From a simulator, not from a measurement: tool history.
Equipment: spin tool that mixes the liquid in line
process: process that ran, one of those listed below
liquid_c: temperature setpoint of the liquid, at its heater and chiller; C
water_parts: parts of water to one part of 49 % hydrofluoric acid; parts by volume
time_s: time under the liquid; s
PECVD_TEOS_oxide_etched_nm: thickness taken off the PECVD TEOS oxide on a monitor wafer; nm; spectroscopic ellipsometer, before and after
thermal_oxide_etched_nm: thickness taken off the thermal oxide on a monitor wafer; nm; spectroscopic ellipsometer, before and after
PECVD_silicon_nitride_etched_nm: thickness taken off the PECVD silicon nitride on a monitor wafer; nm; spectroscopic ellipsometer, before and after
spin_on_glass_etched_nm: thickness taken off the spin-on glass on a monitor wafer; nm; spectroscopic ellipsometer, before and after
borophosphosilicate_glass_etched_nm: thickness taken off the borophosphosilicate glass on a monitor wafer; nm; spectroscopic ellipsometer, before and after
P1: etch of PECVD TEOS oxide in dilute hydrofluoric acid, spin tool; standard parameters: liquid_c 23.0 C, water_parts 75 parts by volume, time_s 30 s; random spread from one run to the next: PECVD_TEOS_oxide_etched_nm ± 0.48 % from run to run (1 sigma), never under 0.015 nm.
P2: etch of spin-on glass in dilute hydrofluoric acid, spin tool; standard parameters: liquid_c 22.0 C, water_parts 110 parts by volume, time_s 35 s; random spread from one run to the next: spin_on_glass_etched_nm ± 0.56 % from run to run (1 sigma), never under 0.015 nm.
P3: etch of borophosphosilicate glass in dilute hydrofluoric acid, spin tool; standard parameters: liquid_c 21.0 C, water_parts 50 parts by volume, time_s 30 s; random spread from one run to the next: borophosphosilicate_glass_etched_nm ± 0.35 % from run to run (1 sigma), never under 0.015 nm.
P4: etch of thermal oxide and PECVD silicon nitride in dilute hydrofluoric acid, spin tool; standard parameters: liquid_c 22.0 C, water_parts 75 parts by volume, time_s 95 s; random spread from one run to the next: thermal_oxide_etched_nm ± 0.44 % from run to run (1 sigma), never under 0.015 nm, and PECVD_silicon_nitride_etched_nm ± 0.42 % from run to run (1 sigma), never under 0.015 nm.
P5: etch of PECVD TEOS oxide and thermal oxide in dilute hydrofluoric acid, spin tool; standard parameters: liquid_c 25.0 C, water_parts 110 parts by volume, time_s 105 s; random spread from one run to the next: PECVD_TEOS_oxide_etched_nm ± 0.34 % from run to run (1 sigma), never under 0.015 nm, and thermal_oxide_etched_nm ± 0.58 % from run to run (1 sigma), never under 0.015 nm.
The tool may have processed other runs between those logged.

run,hour,process,liquid_c,water_parts,time_s,hours since the thermometer was replaced,hours since the hydrofluoric acid flow meter was replaced,PECVD_TEOS_oxide_etched_nm,thermal_oxide_etched_nm,PECVD_silicon_nitride_etched_nm,spin_on_glass_etched_nm,borophosphosilicate_glass_etched_nm
1,7.5,P1,23.0,75,30,151.0,115.4,6.2637,,,,
2,12.1,P1,17.0,120,30,155.6,120.0,2.9165,,,,
3,16.7,P1,29.0,35,30,160.2,124.6,18.1320,,,,
4,21.3,P1,23.0,75,30,164.8,129.2,6.2626,,,,
# hour 30.8: thermometer replaced
5,30.8,P4,17.0,75,95,0.0,138.7,,4.6029,4.4915,,
6,40.3,P1,28.5,75,30,9.5,148.2,7.9220,,,,
7,49.4,P4,22.0,75,95,18.6,157.3,,5.6551,6.3728,,
8,56.5,P2,17.0,110,35,25.7,164.4,,,,9.8380,
9,64.7,P1,19.0,75,30,33.9,172.6,5.3323,,,,
10,72.5,P3,21.0,50,50,41.7,180.4,,,,,67.379
11,78.3,P4,22.0,75,95,47.5,186.2,,5.7093,6.4048,,
12,84.1,P1,23.0,75,50,53.3,192.0,10.4890,,,,
13,90.3,P4,22.0,30,95,59.5,198.2,,15.0380,15.4630,,
14,97.5,P1,23.0,75,30,66.7,205.4,6.3417,,,,
15,105.4,P5,25.0,110,105,74.6,213.3,17.5210,4.8572,,,
16,113.5,P1,23.0,75,15,82.7,221.4,3.1629,,,,
17,119.3,P2,22.0,180,35,88.5,227.2,,,,6.8461,
18,128.8,P1,23.0,125,30,98.0,236.7,3.5355,,,,
19,133.5,P1,23.0,75,30,102.7,241.4,6.3774,,,,
20,139.0,P2,22.0,110,35,108.2,246.9,,,,12.0610,
21,147.6,P5,25.0,170,105,116.8,255.5,10.4870,2.9251,,,
22,156.2,P5,25.0,110,175,125.4,264.1,29.0270,8.1321,,,
23,161.0,P2,22.0,110,50,130.2,268.9,,,,17.1590,
24,168.0,P1,23.0,75,30,137.2,275.9,6.3399,,,,
25,176.7,P3,17.0,50,30,145.9,284.6,,,,,34.321
26,186.2,P3,21.0,20,30,155.4,294.1,,,,,105.560
27,191.8,P3,21.0,50,30,161.0,299.7,,,,,40.618
28,196.3,P2,22.0,110,35,165.5,304.2,,,,12.0850,
29,201.8,P1,23.0,20,30,171.0,309.7,25.4380,,,,
30,206.7,P5,25.0,110,105,175.9,314.6,17.6340,4.8600,,,
31,212.4,P5,20.0,110,105,181.6,320.3,14.3450,4.0077,,,
32,219.0,P1,23.0,25,15,188.2,326.9,10.1340,,,,
33,223.5,P4,22.0,75,175,192.7,331.4,,10.4800,11.6970,,
34,230.7,P1,23.0,75,30,199.9,338.6,6.3378,,,,
35,236.3,P1,23.0,75,30,205.5,344.2,6.4949,,,,
36,243.9,P1,23.0,75,30,213.1,351.8,6.5911,,,,
37,250.5,P1,23.0,75,30,219.7,358.4,6.6095,,,,
38,258.5,P1,23.0,75,30,227.7,366.4,6.6494,,,,
39,266.7,P1,23.0,75,30,235.9,374.6,6.7404,,,,
40,273.4,P1,23.0,75,30,242.6,381.3,6.7653,,,,
41,283.2,P1,23.0,75,30,252.4,391.1,6.7651,,,,
42,291.1,P1,23.0,75,30,260.3,399.0,6.7667,,,,
43,298.2,P1,23.0,75,30,267.4,406.1,6.7245,,,,

What P1 gives has crept off from where it sat before. The 2 causes that follow fit the log equally well, each at the size noted:
A: liquid hotter than its thermometer reads (K) = 1.78
B: hydrofluoric acid flow above the setpoint (%) = 6.8
At approximately hour 230.7, the process output began to creep.

Listed below are the offered check runs, one wafer per run, with question marks in place of results. For which of them would the causes give clearly different outcomes?
check 1,305.3,P2,22.0,110,35,,,,,,?,
check 2,305.3,P4,22.0,75,95,,,,?,?,,
check 3,305.3,P5,25.0,110,105,,,?,?,,,
check 4,305.3,P3,21.0,50,30,,,,,,,?

Predicted outcomes, by check and by cause:
check,result,if A,if B
check 1,spin_on_glass_etched_nm,12.9550,12.9960
check 2,thermal_oxide_etched_nm,6.1143,6.1093
check 2,PECVD_silicon_nitride_etched_nm,7.1845,6.7991
check 3,PECVD_TEOS_oxide_etched_nm,18.7470,18.8540
check 3,thermal_oxide_etched_nm,5.2380,5.2679
check 4,borophosphosilicate_glass_etched_nm,43.790,43.578
Separation of the two closest causes in each check, using whichever result separates them best: check 1 0.31 %; check 2 5.51 %; check 3 0.57 %; check 4 0.49 %
Only in check 2 would the causes give clearly different results; in the remaining checks their results would be nearly the same.

With check 2 done, the readings were: thermal_oxide_etched_nm 6.1026 nm; PECVD_silicon_nitride_etched_nm 6.8201 nm. Identify which of the listed causes applies.

The correct cause is B, namely: hydrofluoric acid flow above the setpoint (%).

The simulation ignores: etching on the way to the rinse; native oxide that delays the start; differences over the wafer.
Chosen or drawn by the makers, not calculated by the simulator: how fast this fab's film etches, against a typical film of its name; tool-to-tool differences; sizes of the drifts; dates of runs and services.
